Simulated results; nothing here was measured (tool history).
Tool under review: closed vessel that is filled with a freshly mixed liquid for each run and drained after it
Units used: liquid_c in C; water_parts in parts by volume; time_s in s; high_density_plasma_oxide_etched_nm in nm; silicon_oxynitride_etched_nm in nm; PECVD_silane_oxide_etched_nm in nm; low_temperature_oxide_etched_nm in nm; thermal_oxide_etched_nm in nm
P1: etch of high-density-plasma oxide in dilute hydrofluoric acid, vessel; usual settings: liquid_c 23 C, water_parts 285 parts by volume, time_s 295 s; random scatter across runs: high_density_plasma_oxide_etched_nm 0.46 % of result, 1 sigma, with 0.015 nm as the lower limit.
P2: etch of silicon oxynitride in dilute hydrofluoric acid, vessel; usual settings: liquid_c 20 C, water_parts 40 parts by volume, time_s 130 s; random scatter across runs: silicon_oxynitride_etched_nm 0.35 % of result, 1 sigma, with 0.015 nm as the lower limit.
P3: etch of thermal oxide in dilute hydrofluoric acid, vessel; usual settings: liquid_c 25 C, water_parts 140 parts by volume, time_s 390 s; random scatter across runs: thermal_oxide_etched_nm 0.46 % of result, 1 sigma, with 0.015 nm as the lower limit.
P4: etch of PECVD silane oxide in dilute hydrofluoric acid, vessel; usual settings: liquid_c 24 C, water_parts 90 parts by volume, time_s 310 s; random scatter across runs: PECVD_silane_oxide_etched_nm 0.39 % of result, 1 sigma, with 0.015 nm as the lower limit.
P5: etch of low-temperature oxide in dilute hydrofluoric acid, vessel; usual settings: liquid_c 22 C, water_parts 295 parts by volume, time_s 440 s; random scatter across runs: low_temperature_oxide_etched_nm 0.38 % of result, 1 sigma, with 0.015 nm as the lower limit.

run	hour	process	liquid_c	water_parts	time_s	hours since the thermometer was replaced	hours since the hydrofluoric acid flow meter was replaced	high_density_plasma_oxide_etched_nm	silicon_oxynitride_etched_nm	PECVD_silane_oxide_etched_nm	low_temperature_oxide_etched_nm	thermal_oxide_etched_nm
1	13.7	P1	23	285	295	1296.4	728.9	4.9354				
2	26	P2	20	40	130	1308.7	741.2		6.1768			
3	39.4	P4	32	90	310	1322.1	754.6			83.815		
4	53.1	P5	22	295	440	1335.8	768.3				28.647	
5	60.1	P2	17	40	130	1342.8	775.3		5.2529			
6	68.3	P3	19.5	140	390	1351	783.5					10.633
7	74.8	P3	25	140	390	1357.5	790					13.165
8	85.5	P4	24	90	615	1368.2	800.7			121.94		
9	92	P5	22	460	440	1374.7	807.2				15.857	
10	100.1	P1	23	285	575	1382.8	815.3	9.5729				
11	107.9	P4	24	140	310	1390.6	823.1			37.335		
12	121	P4	24	90	310	1403.7	836.2			61.91		
13	133.6	P1	23	100	70	1416.3	848.8	4.0499				
14	141.1	P1	23	285	295	1423.8	856.3	4.9866				
15	154.5	P3	25	140	390	1437.2	869.7					13.241
16	164.8	P2	20	40	260	1447.5	880		12.332			
17	175.2	P4	24	90	310	1457.9	890.4			61.645		
18	184.1	P1	17	285	295	1466.8	899.3	3.9551				
19	190.4	P5	22	295	160	1473.1	905.6				10.481	
20	200.6	P3	25	140	745	1483.3	915.8					25.294
21	210.5	P1	17	285	30	1493.2	925.7	0.40433				
22	216.5	P5	22	295	440	1499.2	931.7				28.663	
23	230.1	P1	27.5	285	295	1512.8	945.3	5.7538				

Estimate the outcome of run 24 from the log above:
24	239.4	P3	25	250	390	1522.1	954.6					?

{"run 24": {"thermal_oxide_etched_nm": 6.4741}}
